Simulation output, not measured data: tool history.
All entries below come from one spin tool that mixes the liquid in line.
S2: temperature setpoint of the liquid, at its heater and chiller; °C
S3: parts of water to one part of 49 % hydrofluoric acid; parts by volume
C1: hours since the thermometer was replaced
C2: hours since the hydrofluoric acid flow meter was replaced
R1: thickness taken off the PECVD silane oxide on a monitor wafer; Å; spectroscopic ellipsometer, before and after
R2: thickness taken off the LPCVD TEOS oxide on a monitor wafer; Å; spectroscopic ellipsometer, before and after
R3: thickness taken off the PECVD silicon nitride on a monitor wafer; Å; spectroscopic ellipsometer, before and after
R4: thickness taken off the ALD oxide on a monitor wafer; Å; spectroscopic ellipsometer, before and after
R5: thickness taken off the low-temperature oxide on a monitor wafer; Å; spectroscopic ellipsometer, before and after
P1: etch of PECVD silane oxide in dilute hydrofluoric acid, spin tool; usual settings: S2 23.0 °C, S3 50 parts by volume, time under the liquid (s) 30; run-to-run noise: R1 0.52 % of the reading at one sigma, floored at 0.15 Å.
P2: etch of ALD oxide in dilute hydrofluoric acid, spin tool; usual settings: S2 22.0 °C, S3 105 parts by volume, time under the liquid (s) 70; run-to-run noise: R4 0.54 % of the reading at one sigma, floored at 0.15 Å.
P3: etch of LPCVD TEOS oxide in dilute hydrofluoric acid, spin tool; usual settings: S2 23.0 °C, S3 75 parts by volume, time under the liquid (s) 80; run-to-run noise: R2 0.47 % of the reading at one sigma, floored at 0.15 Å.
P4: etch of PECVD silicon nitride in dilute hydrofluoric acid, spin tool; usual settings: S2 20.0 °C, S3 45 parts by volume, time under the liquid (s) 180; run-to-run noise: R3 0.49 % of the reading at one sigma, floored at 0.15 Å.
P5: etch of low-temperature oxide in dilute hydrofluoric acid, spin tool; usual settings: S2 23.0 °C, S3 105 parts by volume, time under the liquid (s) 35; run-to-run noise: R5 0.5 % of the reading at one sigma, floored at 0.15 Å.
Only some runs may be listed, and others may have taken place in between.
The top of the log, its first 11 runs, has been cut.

Run 12, day 4.317: process that ran P1, S2 23.0 °C, S3 80 parts by volume, time under the liquid (s) 50; C1 450.4; C2 267.7. Result: R1 268.40 Å.
Run 13, day 4.767: process that ran P1, S2 23.0 °C, S3 50 parts by volume, time under the liquid (s) 30; C1 461.2; C2 278.5. Result: R1 266.31 Å.
Run 14, day 5.200: process that ran P1, S2 30.5 °C, S3 50 parts by volume, time under the liquid (s) 30; C1 471.6; C2 288.9. Result: R1 363.07 Å.
Run 15, day 5.629: process that ran P2, S2 22.0 °C, S3 150 parts by volume, time under the liquid (s) 70; C1 481.9; C2 299.2. Result: R4 139.380 Å.
Run 16, day 6.071: process that ran P1, S2 23.0 °C, S3 50 parts by volume, time under the liquid (s) 30; C1 492.5; C2 309.8. Result: R1 265.58 Å.
Run 17, day 6.462: process that ran P5, S2 23.0 °C, S3 105 parts by volume, time under the liquid (s) 35; C1 501.9; C2 319.2. Result: R5 57.313 Å.
Run 18, day 6.838: process that ran P4, S2 17.0 °C, S3 45 parts by volume, time under the liquid (s) 180; C1 510.9; C2 328.2. Result: R3 44.993 Å.
Run 19, day 7.083: process that ran P1, S2 23.0 °C, S3 20 parts by volume, time under the liquid (s) 30; C1 516.8; C2 334.1. Result: R1 695.11 Å.
Run 20, day 7.588: process that ran P5, S2 23.0 °C, S3 105 parts by volume, time under the liquid (s) 65; C1 528.9; C2 346.2. Result: R5 105.810 Å.
Run 21, day 8.021: process that ran P1, S2 27.5 °C, S3 50 parts by volume, time under the liquid (s) 45; C1 539.3; C2 356.6. Result: R1 484.37 Å.
Run 22, day 8.467: process that ran P1, S2 17.0 °C, S3 50 parts by volume, time under the liquid (s) 30; C1 550.0; C2 367.3. Result: R1 207.91 Å.
Run 23, day 8.754: process that ran P1, S2 23.0 °C, S3 50 parts by volume, time under the liquid (s) 15; C1 556.9; C2 374.2. Result: R1 132.80 Å.
Run 24, day 9.183: process that ran P3, S2 23.0 °C, S3 75 parts by volume, time under the liquid (s) 145; C1 567.2; C2 384.5. Result: R2 383.16 Å.
Run 25, day 9.462: process that ran P3, S2 23.0 °C, S3 75 parts by volume, time under the liquid (s) 80; C1 573.9; C2 391.2. Result: R2 214.56 Å.
Run 26, day 9.921: process that ran P2, S2 17.0 °C, S3 105 parts by volume, time under the liquid (s) 70; C1 584.9; C2 402.2. Result: R4 171.760 Å.
Run 27, day 10.308: process that ran P1, S2 23.0 °C, S3 50 parts by volume, time under the liquid (s) 60; C1 594.2; C2 411.5. Result: R1 538.08 Å.
Run 28, day 10.550: process that ran P1, S2 23.0 °C, S3 75 parts by volume, time under the liquid (s) 50; C1 600.0; C2 417.3. Result: R1 287.05 Å.
Run 29, day 10.817: process that ran P1, S2 23.0 °C, S3 50 parts by volume, time under the liquid (s) 30; C1 606.4; C2 423.7. Result: R1 267.51 Å.
Run 30, day 11.192: process that ran P5, S2 17.5 °C, S3 105 parts by volume, time under the liquid (s) 35; C1 615.4; C2 432.7. Result: R5 45.794 Å.
Run 31, day 11.662: process that ran P2, S2 22.0 °C, S3 105 parts by volume, time under the liquid (s) 70; C1 626.7; C2 444.0. Result: R4 209.420 Å.
Run 32, day 12.042: process that ran P4, S2 20.0 °C, S3 45 parts by volume, time under the liquid (s) 55; C1 635.8; C2 453.1. Result: R3 16.946 Å.
Run 33, day 12.488: process that ran P3, S2 23.0 °C, S3 130 parts by volume, time under the liquid (s) 80; C1 646.5; C2 463.8. Result: R2 114.87 Å.
Run 34, day 12.858: process that ran P5, S2 23.0 °C, S3 105 parts by volume, time under the liquid (s) 35; C1 655.4; C2 472.7. Result: R5 56.914 Å.
Run 35, day 13.146: process that ran P1, S2 23.0 °C, S3 50 parts by volume, time under the liquid (s) 30; C1 662.3; C2 479.6. Result: R1 267.71 Å.
Run 36, day 13.592: process that ran P1, S2 23.0 °C, S3 50 parts by volume, time under the liquid (s) 30; C1 673.0; C2 490.3. Result: R1 258.65 Å.

What will run 37 give?
Run 37, day 14.029: process that ran P1, S2 23.0 °C, S3 50 parts by volume, time under the liquid (s) 30; C1 683.5; C2 500.8. Result: R1 ?.

{"run 37": {"R1": 248.74}}

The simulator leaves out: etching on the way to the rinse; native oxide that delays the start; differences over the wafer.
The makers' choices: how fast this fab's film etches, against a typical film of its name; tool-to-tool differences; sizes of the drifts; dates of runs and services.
